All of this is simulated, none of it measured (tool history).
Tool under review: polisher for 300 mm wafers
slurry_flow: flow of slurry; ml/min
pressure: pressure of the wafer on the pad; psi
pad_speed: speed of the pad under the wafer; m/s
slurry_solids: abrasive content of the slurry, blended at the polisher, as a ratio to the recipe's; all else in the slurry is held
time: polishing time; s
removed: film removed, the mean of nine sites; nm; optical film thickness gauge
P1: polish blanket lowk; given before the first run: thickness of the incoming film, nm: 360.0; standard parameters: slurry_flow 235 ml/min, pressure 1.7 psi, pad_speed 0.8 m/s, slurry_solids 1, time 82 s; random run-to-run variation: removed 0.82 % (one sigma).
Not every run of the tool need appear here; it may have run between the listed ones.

run	hour	slurry_flow	pressure	pad_speed	slurry_solids	time	wafers polished on this pad	hours since the slurry nozzle was cleaned	hours since the head pressure was calibrated	hours since the slurry blender was calibrated	hours since the conditioning disc was replaced	removed
1	2.4	235	1.7	0.8	1	82	407	288.6	176.1	235.8	37.6	26.213
2	5.5	235	1.7	0.8	1	82	438	291.7	179.2	238.9	40.7	26.435
3	9.8	160	1.7	0.8	1	82	482	296	183.5	243.2	45	24.874
4	13.6	330	1.7	0.8	1	82	520	299.8	187.3	247	48.8	26.993
5	16.7	235	1.7	0.8	0.6	82	552	302.9	190.4	250.1	51.9	19.885
6	19.9	235	1.7	0.8	1	82	584	306.1	193.6	253.3	55.1	26.343
7	24.6	235	1.7	0.58	1	82	632	310.8	198.3	258	59.8	20.153
8	28.6	355	1.7	0.8	0.75	82	673	314.8	202.3	262	63.8	23.536
9	30.8	235	1.7	0.8	1.3	82	695	317	204.5	264.2	66	29.121
10	34.6	235	2.2	0.8	1	82	734	320.8	208.3	268	69.8	33.884
11	37.6	235	1.7	0.8	1	82	764	323.8	211.3	271	72.8	25.948
12	41.4	235	2.2	0.8	1	38	803	327.6	215.1	274.8	76.6	15.679
13	45.9	235	1.7	0.8	1	41	849	332.1	219.6	279.3	81.1	13.103
14	49.2	235	1.7	1.22	1	82	882	335.4	222.9	282.6	84.4	37.484
15	51.8	235	1.7	0.8	1	129	908	338	225.5	285.2	87	41.234
16	55.3	235	1	0.8	1	82	944	341.5	229	288.7	90.5	15.152
17	58.8	180	1.7	0.8	1	106	980	345	232.5	292.2	94	33.095
18	62.3	235	1.7	0.8	1	82	1015	348.5	236	295.7	97.5	26.438
19	66.4	235	1.7	0.8	1	82	1057	352.6	240.1	299.8	101.6	24.234
20	70.4	235	1.7	0.8	1	82	1098	356.6	244.1	303.8	105.6	23.465
# hour 71.7: head pressure recalibrated
# hour 74: conditioning disc replaced and pad reconditioned
21	74.6	235	1.7	0.8	1	82	1140	360.8	2.9	308	0.7	22.805
22	77.1	235	1.7	0.8	1	82	1166	363.3	5.4	310.5	3.2	22.751
# hour 78.1: slurry nozzle cleaned
23	79.3	235	1.7	0.8	1	82	1188	1.3	7.6	312.7	5.4	22.76
24	82.4	235	1.7	0.8	1	82	1219	4.4	10.7	315.8	8.5	22.352
25	84.6	235	1.7	0.8	1	82	1242	6.6	12.9	318	10.7	22.324

Something has made what P1 gives creep away from where it was; the 2 causes below, each at its own stated size, fit the log equally well:
A: removal rate lost through wear of the pad, % = 13.7
B: abrasive missing from the slurry, % = 25.9
The creep began at about hour 62.3.
Every other cause this tool's parts could produce, and why it does not fit the log:
slurry flow missing at the pad, %: its service at hour 78.1 followed the start of the drift and did not put the process back to its old value
head's pressure below its setpoint, %: its service at hour 71.7 followed the start of the drift and did not put the process back to its old value
time polished since the conditioner stopped cutting, s: its service at hour 74 followed the start of the drift and did not put the process back to its old value

Which of the 4 check runs listed below, each an average over 5 wafers with its results shown as question marks, gives clearly different results under the different listed causes?
check 1	86.8	305	1.7	0.8	1	117						?
check 2	86.8	235	1.7	1.16	1	82						?
check 3	86.8	235	1.7	0.8	0.65	46						?
check 4	86.8	235	1.7	1.2	1	82						?

What each check would give under each cause:
check	result	if A	if B
check 1	removed	33.043	33.039
check 2	removed	30.367	30.364
check 3	removed	10.166	9.8467
check 4	removed	31.202	31.198
Per check, the gap between the least separated pair of causes, taken in the result that splits them most: check 1 0.01 %; check 2 0.01 %; check 3 3.19 %; check 4 0.01 %
Of the check runs offered, only check 3 discriminates between the causes; the rest would read about the same regardless of which cause applies.

Check 3 was then run and gave: removed 9.852 nm. Which cause is it?

The cause is B: abrasive missing from the slurry, %.

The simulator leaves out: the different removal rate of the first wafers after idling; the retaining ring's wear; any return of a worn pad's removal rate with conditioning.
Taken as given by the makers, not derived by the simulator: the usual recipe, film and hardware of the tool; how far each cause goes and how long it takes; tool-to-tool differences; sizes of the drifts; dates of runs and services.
